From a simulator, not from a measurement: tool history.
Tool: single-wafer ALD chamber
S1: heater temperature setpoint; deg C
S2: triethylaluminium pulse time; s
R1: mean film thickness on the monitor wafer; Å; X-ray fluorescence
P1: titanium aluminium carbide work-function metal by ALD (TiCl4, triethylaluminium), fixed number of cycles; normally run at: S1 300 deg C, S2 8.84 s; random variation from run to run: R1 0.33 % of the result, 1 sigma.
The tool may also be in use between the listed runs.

run	hour	S1	S2	R1
1	11.6	300	8.84	20.485
2	26.3	300	8.84	20.566
3	34.1	300	8.84	20.485
4	45.7	300	8.84	20.508
5	52.2	300	12.46	21.260
6	61.2	323	8.84	22.664
7	68.8	277	8.84	18.517
8	82.0	300	3.14	14.301
9	92.7	317	13.23	22.831
10	103.7	277	12.65	19.244
11	117.3	300	8.84	20.450
12	127.7	322	11.16	23.017
13	136.8	300	8.84	20.581
14	145.0	300	8.84	20.360

Forecast run 15:
15	154.0	300	8.84	?

{"run 15": {"R1": 20.266}}

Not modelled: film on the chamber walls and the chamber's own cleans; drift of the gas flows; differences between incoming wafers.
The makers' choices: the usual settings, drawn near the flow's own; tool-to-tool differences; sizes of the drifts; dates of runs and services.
